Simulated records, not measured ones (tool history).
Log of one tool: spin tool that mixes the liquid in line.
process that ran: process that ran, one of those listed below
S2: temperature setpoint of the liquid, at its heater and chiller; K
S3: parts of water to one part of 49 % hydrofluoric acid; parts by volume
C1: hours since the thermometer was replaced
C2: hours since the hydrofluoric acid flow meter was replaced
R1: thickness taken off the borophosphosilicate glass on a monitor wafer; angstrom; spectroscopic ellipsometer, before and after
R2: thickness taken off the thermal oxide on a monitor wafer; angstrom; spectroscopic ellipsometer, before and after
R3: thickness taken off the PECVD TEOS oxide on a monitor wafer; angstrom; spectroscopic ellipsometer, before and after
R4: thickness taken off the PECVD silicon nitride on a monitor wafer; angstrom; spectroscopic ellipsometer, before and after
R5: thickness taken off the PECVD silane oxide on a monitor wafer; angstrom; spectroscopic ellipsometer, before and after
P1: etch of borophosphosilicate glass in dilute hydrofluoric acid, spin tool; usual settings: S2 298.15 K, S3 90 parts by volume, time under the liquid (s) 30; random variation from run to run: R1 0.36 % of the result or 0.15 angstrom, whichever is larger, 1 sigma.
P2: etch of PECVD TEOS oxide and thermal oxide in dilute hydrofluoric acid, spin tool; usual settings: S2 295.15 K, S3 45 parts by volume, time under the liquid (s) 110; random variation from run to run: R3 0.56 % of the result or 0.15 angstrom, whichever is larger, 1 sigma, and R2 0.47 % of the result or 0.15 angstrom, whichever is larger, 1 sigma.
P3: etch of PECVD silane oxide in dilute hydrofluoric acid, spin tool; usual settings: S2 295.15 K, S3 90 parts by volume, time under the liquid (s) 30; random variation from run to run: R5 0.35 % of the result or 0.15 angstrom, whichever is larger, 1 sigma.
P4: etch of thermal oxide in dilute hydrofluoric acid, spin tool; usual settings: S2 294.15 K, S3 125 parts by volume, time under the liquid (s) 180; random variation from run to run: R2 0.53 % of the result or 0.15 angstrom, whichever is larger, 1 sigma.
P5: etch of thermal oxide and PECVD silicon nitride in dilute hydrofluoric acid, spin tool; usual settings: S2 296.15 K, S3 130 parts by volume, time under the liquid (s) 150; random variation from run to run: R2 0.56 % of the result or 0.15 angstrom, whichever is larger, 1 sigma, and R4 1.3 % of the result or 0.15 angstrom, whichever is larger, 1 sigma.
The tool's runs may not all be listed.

Run 1, day 0.167: process that ran P1, S2 298.15 K, S3 90 parts by volume, time under the liquid (s) 30; C1 210.6; C2 702.9. Result: R1 273.1 angstrom.
Run 2, day 0.342: process that ran P4, S2 294.15 K, S3 125 parts by volume, time under the liquid (s) 180; C1 214.8; C2 707.1. Result: R2 59.356 angstrom.
Run 3, day 0.6: process that ran P4, S2 290.15 K, S3 125 parts by volume, time under the liquid (s) 180; C1 221; C2 713.3. Result: R2 50.288 angstrom.
Run 4, day 0.775: process that ran P2, S2 300.65 K, S3 45 parts by volume, time under the liquid (s) 110; C1 225.2; C2 717.5. Result: R2 150.73 angstrom, R3 585.76 angstrom.
Run 5, day 1.15: process that ran P1, S2 298.15 K, S3 90 parts by volume, time under the liquid (s) 30; C1 234.2; C2 726.5. Result: R1 273.25 angstrom.
Run 6, day 1.333: process that ran P1, S2 298.15 K, S3 30 parts by volume, time under the liquid (s) 55; C1 238.6; C2 730.9. Result: R1 1644.1 angstrom.
Run 7, day 1.562: process that ran P1, S2 302.15 K, S3 90 parts by volume, time under the liquid (s) 30; C1 244.1; C2 736.4. Result: R1 319.13 angstrom.
At day 1.796: hydrofluoric acid flow meter replaced.
Run 8, day 1.833: process that ran P5, S2 296.15 K, S3 130 parts by volume, time under the liquid (s) 150; C1 250.6; C2 0.9. Result: R2 52.462 angstrom, R4 20.813 angstrom.
Run 9, day 2.121: process that ran P4, S2 294.15 K, S3 125 parts by volume, time under the liquid (s) 180; C1 257.5; C2 7.8. Result: R2 59.45 angstrom.
Run 10, day 2.371: process that ran P5, S2 296.15 K, S3 130 parts by volume, time under the liquid (s) 285; C1 263.5; C2 13.8. Result: R2 98.271 angstrom, R4 40.613 angstrom.
Run 11, day 2.546: process that ran P1, S2 298.15 K, S3 90 parts by volume, time under the liquid (s) 15; C1 267.7; C2 18. Result: R1 137.41 angstrom.
Run 12, day 2.892: process that ran P1, S2 305.65 K, S3 90 parts by volume, time under the liquid (s) 15; C1 276; C2 26.3. Result: R1 181.47 angstrom.
Run 13, day 3.088: process that ran P2, S2 295.15 K, S3 45 parts by volume, time under the liquid (s) 110; C1 280.7; C2 31. Result: R2 120.09 angstrom, R3 466.52 angstrom.
Run 14, day 3.371: process that ran P2, S2 295.15 K, S3 80 parts by volume, time under the liquid (s) 110; C1 287.5; C2 37.8. Result: R2 65.149 angstrom, R3 251.15 angstrom.
Run 15, day 3.642: process that ran P5, S2 296.15 K, S3 130 parts by volume, time under the liquid (s) 150; C1 294; C2 44.3. Result: R2 52.594 angstrom, R4 21.436 angstrom.
Run 16, day 3.967: process that ran P1, S2 293.15 K, S3 90 parts by volume, time under the liquid (s) 30; C1 301.8; C2 52.1. Result: R1 223.45 angstrom.
Run 17, day 4.333: process that ran P3, S2 290.15 K, S3 90 parts by volume, time under the liquid (s) 30; C1 310.6; C2 60.9. Result: R5 101.37 angstrom.
Run 18, day 4.683: process that ran P5, S2 296.15 K, S3 215 parts by volume, time under the liquid (s) 150; C1 319; C2 69.3. Result: R2 28.323 angstrom, R4 13.128 angstrom.
Run 19, day 5.017: process that ran P2, S2 295.15 K, S3 45 parts by volume, time under the liquid (s) 210; C1 327; C2 77.3. Result: R2 231.55 angstrom, R3 900.34 angstrom.
Run 20, day 5.254: process that ran P4, S2 294.15 K, S3 210 parts by volume, time under the liquid (s) 180; C1 332.7; C2 83. Result: R2 32.789 angstrom.
Run 21, day 5.483: process that ran P5, S2 302.15 K, S3 130 parts by volume, time under the liquid (s) 150; C1 338.2; C2 88.5. Result: R2 65.316 angstrom, R4 30.816 angstrom.
Run 22, day 5.829: process that ran P1, S2 298.15 K, S3 150 parts by volume, time under the liquid (s) 30; C1 346.5; C2 96.8. Result: R1 153.63 angstrom.
Run 23, day 6.142: process that ran P1, S2 298.15 K, S3 90 parts by volume, time under the liquid (s) 45; C1 354; C2 104.3. Result: R1 412.09 angstrom.
Run 24, day 6.354: process that ran P1, S2 298.15 K, S3 90 parts by volume, time under the liquid (s) 30; C1 359.1; C2 109.4. Result: R1 274.07 angstrom.
Run 25, day 6.712: process that ran P3, S2 295.15 K, S3 90 parts by volume, time under the liquid (s) 55; C1 367.7; C2 118. Result: R5 229.54 angstrom.
Run 26, day 6.967: process that ran P1, S2 294.65 K, S3 140 parts by volume, time under the liquid (s) 30; C1 373.8; C2 124.1. Result: R1 144.06 angstrom.
Run 27, day 7.192: process that ran P1, S2 298.15 K, S3 90 parts by volume, time under the liquid (s) 30; C1 379.2; C2 129.5. Result: R1 271.28 angstrom.
Run 28, day 7.425: process that ran P2, S2 295.15 K, S3 45 parts by volume, time under the liquid (s) 110; C1 384.8; C2 135.1. Result: R2 121.43 angstrom, R3 466.39 angstrom.
Run 29, day 7.758: process that ran P4, S2 294.15 K, S3 125 parts by volume, time under the liquid (s) 340; C1 392.8; C2 143.1. Result: R2 112.68 angstrom.
Run 30, day 8.104: process that ran P3, S2 295.15 K, S3 165 parts by volume, time under the liquid (s) 30; C1 401.1; C2 151.4. Result: R5 62.806 angstrom.
Run 31, day 8.358: process that ran P1, S2 298.15 K, S3 45 parts by volume, time under the liquid (s) 30; C1 407.2; C2 157.5. Result: R1 578.18 angstrom.
Run 32, day 8.521: process that ran P3, S2 295.15 K, S3 90 parts by volume, time under the liquid (s) 30; C1 411.1; C2 161.4. Result: R5 125.06 angstrom.
Run 33, day 8.775: process that ran P1, S2 298.15 K, S3 90 parts by volume, time under the liquid (s) 30; C1 417.2; C2 167.5. Result: R1 273.16 angstrom.
Run 34, day 9.125: process that ran P1, S2 298.15 K, S3 90 parts by volume, time under the liquid (s) 30; C1 425.6; C2 175.9. Result: R1 285.02 angstrom.
Run 35, day 9.375: process that ran P1, S2 298.15 K, S3 90 parts by volume, time under the liquid (s) 30; C1 431.6; C2 181.9. Result: R1 288.97 angstrom.
Run 36, day 9.721: process that ran P1, S2 298.15 K, S3 90 parts by volume, time under the liquid (s) 30; C1 439.9; C2 190.2. Result: R1 293.02 angstrom.
Run 37, day 9.971: process that ran P1, S2 298.15 K, S3 90 parts by volume, time under the liquid (s) 30; C1 445.9; C2 196.2. Result: R1 295.9 angstrom.
Run 38, day 10.279: process that ran P1, S2 298.15 K, S3 90 parts by volume, time under the liquid (s) 30; C1 453.3; C2 203.6. Result: R1 298.15 angstrom.
Run 39, day 10.633: process that ran P1, S2 298.15 K, S3 90 parts by volume, time under the liquid (s) 30; C1 461.8; C2 212.1. Result: R1 297.8 angstrom.
Run 40, day 10.879: process that ran P1, S2 298.15 K, S3 90 parts by volume, time under the liquid (s) 30; C1 467.7; C2 218. Result: R1 297.24 angstrom.
Run 41, day 11.133: process that ran P1, S2 298.15 K, S3 90 parts by volume, time under the liquid (s) 30; C1 473.8; C2 224.1. Result: R1 299.16 angstrom.
Run 42, day 11.35: process that ran P1, S2 298.15 K, S3 90 parts by volume, time under the liquid (s) 30; C1 479; C2 229.3. Result: R1 301.16 angstrom.

What P1 gives has crept away from where it was. These 2 causes fit the log equally well, each at the size given:
A: liquid hotter than its thermometer reads (K) = 2.26
B: hydrofluoric acid flow above the setpoint (%) = 8.26
The creep began at about day 8.775.

4 check runs are offered, each on 2 wafers whose results are averaged, their results left as question marks. Which one tells the causes apart?
Run check 1, day 11.567: process that ran P2, S2 295.15 K, S3 70 parts by volume, time under the liquid (s) 110. Result: R2 ?, R3 ?.
Run check 2, day 11.567: process that ran P3, S2 290.15 K, S3 155 parts by volume, time under the liquid (s) 30. Result: R5 ?.
Run check 3, day 11.567: process that ran P4, S2 294.15 K, S3 200 parts by volume, time under the liquid (s) 180. Result: R2 ?.
Run check 4, day 11.567: process that ran P5, S2 296.15 K, S3 130 parts by volume, time under the liquid (s) 215. Result: R2 ?, R4 ?.

What each check would give under each cause:
  check  result    if A    if B
check 1      R2  82.494  81.975
check 1      R3  320.87  318.85
check 2      R5  60.402  60.373
check 3      R2  37.438  37.798
check 4      R2  81.205  81.476
check 4      R4  35.235  32.897
How far apart the two closest causes lie, in the result that separates them most: check 1 0.63 %; check 2 0.05 %; check 3 0.96 %; check 4 6.87 %
Check 4 tells the causes apart: in the others they would give nearly the same result.

Check 4 was then run and gave: R2 81.264 angstrom; R4 35.865 angstrom. Which cause is it?

It is A: liquid hotter than its thermometer reads (K).
